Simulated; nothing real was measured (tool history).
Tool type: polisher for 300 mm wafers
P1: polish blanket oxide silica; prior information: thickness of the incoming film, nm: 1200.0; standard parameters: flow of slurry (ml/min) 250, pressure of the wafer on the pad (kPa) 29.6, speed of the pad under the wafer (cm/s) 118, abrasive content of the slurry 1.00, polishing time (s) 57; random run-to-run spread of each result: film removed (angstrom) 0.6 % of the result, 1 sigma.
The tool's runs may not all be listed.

run    day  flow of slurry (ml/min)  pressure of the wafer on the pad (kPa)  speed of the pad under the wafer (cm/s)  abrasive content of the slurry  polishing time (s)  film removed (angstrom)
  1  0.200                      250                                    29.6                                      118                            1.00                  57                  2181.30
  2  0.433                      250                                    29.6                                       62                            1.00                  57                  1321.30
  3  0.629                      250                                    29.6                                      118                            1.00                  57                  2214.80
  4  0.812                      250                                    38.6                                      118                            1.00                  57                  2846.40
  5  1.075                      250                                    29.6                                      118                            1.00                  90                  3513.40
  6  1.246                      250                                    29.6                                      118                            1.00                  57                  2217.90
  7  1.521                      250                                    29.6                                      118                            1.00                  57                  2219.50
  8  1.804                      250                                    13.1                                      118                            1.00                  57                   964.44
  9  2.025                      250                                    29.6                                      118                            0.55                  57                  1598.70
     2.142  -- head pressure recalibrated
 10  2.317                      250                                    29.6                                      118                            1.00                  57                  2224.50
 11  2.596                      155                                    29.6                                      118                            1.00                  57                  2068.90
 12  2.804                      325                                    29.6                                      118                            0.75                  57                  1940.50
 13  2.962                      250                                    29.6                                      118                            1.00                  57                  2223.20
     2.971  -- slurry blender recalibrated
 14  3.138                      250                                    29.6                                      118                            1.50                  57                  2586.60
 15  3.292                      250                                    29.6                                      118                            1.00                  26                   998.53
 16  3.492                      370                                    29.6                                      118                            1.00                  57                  2299.60
 17  3.783                      250                                    29.6                                      170                            1.00                  57                  2948.00
 18  3.996                      250                                    29.6                                      118                            1.00                  57                  2200.60
 19  4.142                      250                                    29.6                                      118                            1.00                  57                  2136.00
 20  4.425                      250                                    29.6                                      118                            1.00                  57                  2051.90
 21  4.638                      250                                    29.6                                      118                            1.00                  57                  2037.80
 22  4.879                      250                                    29.6                                      118                            1.00                  57                  2035.80
     4.950  -- conditioning disc replaced and pad reconditioned
 23  5.050                      250                                    29.6                                      118                            1.00                  57                  2005.00

Run 24, settings as shown, results not yet in. Your forecast:
     5.212  -- head pressure recalibrated
 24  5.288                      250                                    29.6                                      118                            1.00                  57                        ?

Logged for run 24: film removed (angstrom) 1962.10.
